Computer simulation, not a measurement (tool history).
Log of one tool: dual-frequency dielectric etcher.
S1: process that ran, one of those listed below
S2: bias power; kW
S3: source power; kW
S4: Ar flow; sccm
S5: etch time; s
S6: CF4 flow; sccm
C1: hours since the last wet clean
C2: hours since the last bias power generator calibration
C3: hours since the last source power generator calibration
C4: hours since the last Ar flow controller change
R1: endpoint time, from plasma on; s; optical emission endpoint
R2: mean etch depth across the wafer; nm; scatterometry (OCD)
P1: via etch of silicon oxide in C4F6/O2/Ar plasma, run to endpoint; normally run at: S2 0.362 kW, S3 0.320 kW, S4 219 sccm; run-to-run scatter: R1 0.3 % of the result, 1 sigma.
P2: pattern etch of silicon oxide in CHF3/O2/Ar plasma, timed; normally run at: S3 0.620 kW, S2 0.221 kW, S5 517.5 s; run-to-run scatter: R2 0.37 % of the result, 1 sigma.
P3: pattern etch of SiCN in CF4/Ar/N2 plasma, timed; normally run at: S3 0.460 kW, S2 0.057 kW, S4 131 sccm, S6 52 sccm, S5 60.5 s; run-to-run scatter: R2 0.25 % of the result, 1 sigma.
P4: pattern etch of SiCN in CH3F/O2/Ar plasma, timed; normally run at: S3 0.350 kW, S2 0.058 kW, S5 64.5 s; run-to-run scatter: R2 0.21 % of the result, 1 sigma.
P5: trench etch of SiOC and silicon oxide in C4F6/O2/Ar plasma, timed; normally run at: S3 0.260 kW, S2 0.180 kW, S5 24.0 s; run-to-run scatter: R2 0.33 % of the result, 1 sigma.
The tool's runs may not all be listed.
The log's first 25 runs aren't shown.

-- hour=136.7 bias power generator calibrated
run 26 hour=138.6 | S1=P1 S2=0.362 S3=0.320 S4=158 | C1=284.2 C2=1.9 C3=523.1 C4=3144.4 | R1=28.851
run 27 hour=143.3 | S1=P4 S2=0.080 S3=0.350 S5=64.5 | C1=288.9 C2=6.6 C3=527.8 C4=3149.1 | R2=23.900
run 28 hour=148.0 | S1=P5 S2=0.133 S3=0.260 S5=24.0 | C1=293.6 C2=11.3 C3=532.5 C4=3153.8 | R2=36.983
run 29 hour=155.0 | S1=P5 S2=0.180 S3=0.260 S5=24.0 | C1=300.6 C2=18.3 C3=539.5 C4=3160.8 | R2=40.788
run 30 hour=159.8 | S1=P2 S2=0.129 S3=0.620 S5=517.5 | C1=305.4 C2=23.1 C3=544.3 C4=3165.6 | R2=935.260
run 31 hour=164.2 | S1=P1 S2=0.362 S3=0.320 S4=219 | C1=309.8 C2=27.5 C3=548.7 C4=3170.0 | R1=30.017
run 32 hour=168.2 | S1=P1 S2=0.362 S3=0.320 S4=219 | C1=313.8 C2=31.5 C3=552.7 C4=3174.0 | R1=30.077
run 33 hour=171.5 | S1=P1 S2=0.362 S3=0.320 S4=219 | C1=317.1 C2=34.8 C3=556.0 C4=3177.3 | R1=30.271
run 34 hour=178.8 | S1=P1 S2=0.362 S3=0.320 S4=219 | C1=324.4 C2=42.1 C3=563.3 C4=3184.6 | R1=30.303

Forecast run 35:
run 35 hour=183.5 | S1=P1 S2=0.362 S3=0.320 S4=219 | C1=329.1 C2=46.8 C3=568.0 C4=3189.3 | R1=?

R1: 30.438 s

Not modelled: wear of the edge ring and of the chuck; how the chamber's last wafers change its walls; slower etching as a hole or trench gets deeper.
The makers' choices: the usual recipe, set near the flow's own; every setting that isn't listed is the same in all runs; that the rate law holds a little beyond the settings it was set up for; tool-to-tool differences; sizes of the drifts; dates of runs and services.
